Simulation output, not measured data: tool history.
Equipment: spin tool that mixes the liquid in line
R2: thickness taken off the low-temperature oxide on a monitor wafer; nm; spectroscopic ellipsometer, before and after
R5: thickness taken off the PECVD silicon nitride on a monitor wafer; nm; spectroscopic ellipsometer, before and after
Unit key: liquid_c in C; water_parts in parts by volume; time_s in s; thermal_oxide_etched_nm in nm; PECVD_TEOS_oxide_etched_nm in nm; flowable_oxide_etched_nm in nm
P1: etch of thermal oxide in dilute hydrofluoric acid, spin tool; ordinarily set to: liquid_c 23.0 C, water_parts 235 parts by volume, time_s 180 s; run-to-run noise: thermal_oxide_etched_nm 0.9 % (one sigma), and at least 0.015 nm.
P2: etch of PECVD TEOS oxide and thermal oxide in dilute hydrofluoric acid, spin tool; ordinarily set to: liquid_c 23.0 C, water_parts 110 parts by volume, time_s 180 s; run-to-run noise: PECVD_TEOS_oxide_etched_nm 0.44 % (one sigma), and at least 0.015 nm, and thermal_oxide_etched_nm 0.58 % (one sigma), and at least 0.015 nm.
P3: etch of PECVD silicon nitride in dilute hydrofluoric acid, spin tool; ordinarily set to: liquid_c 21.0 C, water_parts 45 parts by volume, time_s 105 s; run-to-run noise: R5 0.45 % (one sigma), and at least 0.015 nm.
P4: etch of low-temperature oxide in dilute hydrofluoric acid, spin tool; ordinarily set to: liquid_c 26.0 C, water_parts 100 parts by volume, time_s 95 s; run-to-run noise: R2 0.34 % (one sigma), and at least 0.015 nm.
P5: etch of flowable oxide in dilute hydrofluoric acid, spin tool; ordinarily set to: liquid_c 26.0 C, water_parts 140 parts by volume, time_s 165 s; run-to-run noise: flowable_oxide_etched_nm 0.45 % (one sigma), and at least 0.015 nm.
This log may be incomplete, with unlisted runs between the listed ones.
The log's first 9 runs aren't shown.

Run 10, day 2.788: process P3, liquid_c 21.0 C, water_parts 45 parts by volume, time_s 105 s. Result: R5 8.0758 nm.
Run 11, day 2.979: process P5, liquid_c 26.0 C, water_parts 140 parts by volume, time_s 165 s. Result: flowable_oxide_etched_nm 49.6270 nm.
Run 12, day 3.279: process P5, liquid_c 26.0 C, water_parts 140 parts by volume, time_s 15 s. Result: flowable_oxide_etched_nm 4.5485 nm.
Run 13, day 3.562: process P2, liquid_c 18.0 C, water_parts 110 parts by volume, time_s 180 s. Result: thermal_oxide_etched_nm 6.2244 nm, PECVD_TEOS_oxide_etched_nm 12.719 nm.
At day 3.646: thermometer replaced.
Run 14, day 3.821: process P3, liquid_c 21.0 C, water_parts 45 parts by volume, time_s 105 s. Result: R5 8.0166 nm.
Run 15, day 4.121: process P3, liquid_c 17.0 C, water_parts 45 parts by volume, time_s 105 s. Result: R5 6.0340 nm.
Run 16, day 4.333: process P1, liquid_c 23.0 C, water_parts 390 parts by volume, time_s 180 s. Result: thermal_oxide_etched_nm 1.5545 nm.
Run 17, day 4.633: process P1, liquid_c 23.0 C, water_parts 60 parts by volume, time_s 180 s. Result: thermal_oxide_etched_nm 14.3340 nm.
Run 18, day 4.833: process P4, liquid_c 31.0 C, water_parts 100 parts by volume, time_s 95 s. Result: R2 32.281 nm.
Run 19, day 5.225: process P5, liquid_c 26.0 C, water_parts 140 parts by volume, time_s 165 s. Result: flowable_oxide_etched_nm 50.0040 nm.
Run 20, day 5.529: process P3, liquid_c 21.0 C, water_parts 45 parts by volume, time_s 170 s. Result: R5 12.8470 nm.
Run 21, day 5.829: process P1, liquid_c 23.0 C, water_parts 235 parts by volume, time_s 180 s. Result: thermal_oxide_etched_nm 2.9955 nm.
Run 22, day 6.062: process P4, liquid_c 26.0 C, water_parts 100 parts by volume, time_s 50 s. Result: R2 14.140 nm.
Run 23, day 6.304: process P4, liquid_c 26.0 C, water_parts 100 parts by volume, time_s 95 s. Result: R2 26.795 nm.
Run 24, day 6.546: process P1, liquid_c 29.5 C, water_parts 235 parts by volume, time_s 180 s. Result: thermal_oxide_etched_nm 3.7999 nm.
Run 25, day 6.758: process P2, liquid_c 23.0 C, water_parts 110 parts by volume, time_s 180 s. Result: thermal_oxide_etched_nm 7.6435 nm, PECVD_TEOS_oxide_etched_nm 15.787 nm.
Run 26, day 7.042: process P3, liquid_c 21.0 C, water_parts 25 parts by volume, time_s 105 s. Result: R5 14.2250 nm.

Run 27, settings as shown, results not yet in. Your forecast:
Run 27, day 7.279: process P2, liquid_c 23.0 C, water_parts 60 parts by volume, time_s 180 s. Result: thermal_oxide_etched_nm ?, PECVD_TEOS_oxide_etched_nm ?.

For run 27 the tool returned thermal_oxide_etched_nm 14.9970 nm, PECVD_TEOS_oxide_etched_nm 30.694 nm.

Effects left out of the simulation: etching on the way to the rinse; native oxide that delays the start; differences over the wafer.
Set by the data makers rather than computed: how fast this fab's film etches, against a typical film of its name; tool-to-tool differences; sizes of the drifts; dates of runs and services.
